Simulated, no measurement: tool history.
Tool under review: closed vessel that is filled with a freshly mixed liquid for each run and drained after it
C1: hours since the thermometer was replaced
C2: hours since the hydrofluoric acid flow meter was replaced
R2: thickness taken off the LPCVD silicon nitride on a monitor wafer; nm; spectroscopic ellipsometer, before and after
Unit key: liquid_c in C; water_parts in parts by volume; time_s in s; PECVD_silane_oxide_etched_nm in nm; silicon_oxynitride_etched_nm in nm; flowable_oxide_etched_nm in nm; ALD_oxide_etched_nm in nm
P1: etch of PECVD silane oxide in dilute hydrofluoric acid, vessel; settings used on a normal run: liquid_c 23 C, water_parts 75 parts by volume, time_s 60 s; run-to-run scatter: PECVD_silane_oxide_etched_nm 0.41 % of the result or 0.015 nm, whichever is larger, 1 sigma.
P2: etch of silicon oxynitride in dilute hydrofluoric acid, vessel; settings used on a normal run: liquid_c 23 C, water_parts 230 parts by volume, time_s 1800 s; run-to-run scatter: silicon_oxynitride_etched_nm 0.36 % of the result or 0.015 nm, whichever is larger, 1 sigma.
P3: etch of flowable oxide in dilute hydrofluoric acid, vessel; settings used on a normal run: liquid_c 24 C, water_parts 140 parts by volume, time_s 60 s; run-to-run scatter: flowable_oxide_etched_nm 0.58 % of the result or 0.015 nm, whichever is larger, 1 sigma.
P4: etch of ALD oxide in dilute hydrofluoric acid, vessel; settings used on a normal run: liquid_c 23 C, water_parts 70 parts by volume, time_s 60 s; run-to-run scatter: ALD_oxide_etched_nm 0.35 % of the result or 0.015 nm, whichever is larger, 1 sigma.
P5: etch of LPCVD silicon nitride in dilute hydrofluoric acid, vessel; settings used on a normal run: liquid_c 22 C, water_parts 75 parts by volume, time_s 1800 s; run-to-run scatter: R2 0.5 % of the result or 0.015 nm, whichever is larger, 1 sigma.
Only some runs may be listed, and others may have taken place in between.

Run 1, hour 3.1: process P1, liquid_c 23 C, water_parts 75 parts by volume, time_s 60 s; C1 1627; C2 358.4. Result: PECVD_silane_oxide_etched_nm 22.23 nm.
Run 2, hour 8.6: process P5, liquid_c 22 C, water_parts 75 parts by volume, time_s 1800 s; C1 1632.5; C2 363.9. Result: R2 10.883 nm.
Run 3, hour 12.8: process P2, liquid_c 19 C, water_parts 230 parts by volume, time_s 1800 s; C1 1636.7; C2 368.1. Result: silicon_oxynitride_etched_nm 13.272 nm.
Run 4, hour 17.8: process P3, liquid_c 24 C, water_parts 140 parts by volume, time_s 30 s; C1 1641.7; C2 373.1. Result: flowable_oxide_etched_nm 6.7855 nm.
Run 5, hour 23.9: process P3, liquid_c 19.5 C, water_parts 140 parts by volume, time_s 60 s; C1 1647.8; C2 379.2. Result: flowable_oxide_etched_nm 11.173 nm.
Run 6, hour 29.4: process P4, liquid_c 23 C, water_parts 70 parts by volume, time_s 60 s; C1 1653.3; C2 384.7. Result: ALD_oxide_etched_nm 18.867 nm.
Run 7, hour 33.7: process P2, liquid_c 23 C, water_parts 230 parts by volume, time_s 1800 s; C1 1657.6; C2 389. Result: silicon_oxynitride_etched_nm 15.981 nm.
Run 8, hour 37.8: process P1, liquid_c 23 C, water_parts 75 parts by volume, time_s 90 s; C1 1661.7; C2 393.1. Result: PECVD_silane_oxide_etched_nm 33.634 nm.
Run 9, hour 43.1: process P1, liquid_c 23 C, water_parts 75 parts by volume, time_s 60 s; C1 1667; C2 398.4. Result: PECVD_silane_oxide_etched_nm 22.245 nm.
Run 10, hour 46.2: process P1, liquid_c 23 C, water_parts 45 parts by volume, time_s 60 s; C1 1670.1; C2 401.5. Result: PECVD_silane_oxide_etched_nm 38.622 nm.
Run 11, hour 51.1: process P1, liquid_c 23 C, water_parts 120 parts by volume, time_s 60 s; C1 1675; C2 406.4. Result: PECVD_silane_oxide_etched_nm 13.272 nm.
Run 12, hour 54.5: process P2, liquid_c 23 C, water_parts 230 parts by volume, time_s 1800 s; C1 1678.4; C2 409.8. Result: silicon_oxynitride_etched_nm 16.064 nm.
Run 13, hour 59: process P5, liquid_c 22 C, water_parts 75 parts by volume, time_s 2580 s; C1 1682.9; C2 414.3. Result: R2 15.553 nm.
Run 14, hour 62.1: process P3, liquid_c 24 C, water_parts 140 parts by volume, time_s 60 s; C1 1686; C2 417.4. Result: flowable_oxide_etched_nm 13.386 nm.
Run 15, hour 66: process P5, liquid_c 17 C, water_parts 75 parts by volume, time_s 1800 s; C1 1689.9; C2 421.3. Result: R2 7.6506 nm.
At hour 67.3: hydrofluoric acid flow meter replaced.
Run 16, hour 71.9: process P2, liquid_c 23 C, water_parts 230 parts by volume, time_s 30 s; C1 1695.8; C2 4.6. Result: silicon_oxynitride_etched_nm 0.24175 nm.
Run 17, hour 76.4: process P4, liquid_c 17 C, water_parts 70 parts by volume, time_s 60 s; C1 1700.3; C2 9.1. Result: ALD_oxide_etched_nm 14.638 nm.
Run 18, hour 79.2: process P1, liquid_c 23 C, water_parts 75 parts by volume, time_s 30 s; C1 1703.1; C2 11.9. Result: PECVD_silane_oxide_etched_nm 11.163 nm.
Run 19, hour 85.5: process P3, liquid_c 24 C, water_parts 80 parts by volume, time_s 60 s; C1 1709.4; C2 18.2. Result: flowable_oxide_etched_nm 25.283 nm.
Run 20, hour 90.6: process P1, liquid_c 23 C, water_parts 75 parts by volume, time_s 60 s; C1 1714.5; C2 23.3. Result: PECVD_silane_oxide_etched_nm 22.31 nm.
Run 21, hour 93.5: process P1, liquid_c 23 C, water_parts 110 parts by volume, time_s 100 s; C1 1717.4; C2 26.2. Result: PECVD_silane_oxide_etched_nm 24.249 nm.
Run 22, hour 96.7: process P3, liquid_c 24 C, water_parts 140 parts by volume, time_s 60 s; C1 1720.6; C2 29.4. Result: flowable_oxide_etched_nm 13.431 nm.
Run 23, hour 100.7: process P4, liquid_c 23 C, water_parts 70 parts by volume, time_s 60 s; C1 1724.6; C2 33.4. Result: ALD_oxide_etched_nm 18.942 nm.
Run 24, hour 106.8: process P1, liquid_c 30 C, water_parts 30 parts by volume, time_s 60 s; C1 1730.7; C2 39.5. Result: PECVD_silane_oxide_etched_nm 79.184 nm.
Run 25, hour 111.2: process P4, liquid_c 23 C, water_parts 70 parts by volume, time_s 100 s; C1 1735.1; C2 43.9. Result: ALD_oxide_etched_nm 31.562 nm.
Run 26, hour 116.4: process P5, liquid_c 22 C, water_parts 75 parts by volume, time_s 1800 s; C1 1740.3; C2 49.1. Result: R2 10.821 nm.
Run 27, hour 120.1: process P1, liquid_c 17 C, water_parts 75 parts by volume, time_s 60 s; C1 1744; C2 52.8. Result: PECVD_silane_oxide_etched_nm 17.374 nm.

Predict the results of run 28:
Run 28, hour 126.3: process P1, liquid_c 23 C, water_parts 75 parts by volume, time_s 60 s; C1 1750.2; C2 59. Result: PECVD_silane_oxide_etched_nm ?.

PECVD_silane_oxide_etched_nm: 22.18 nm
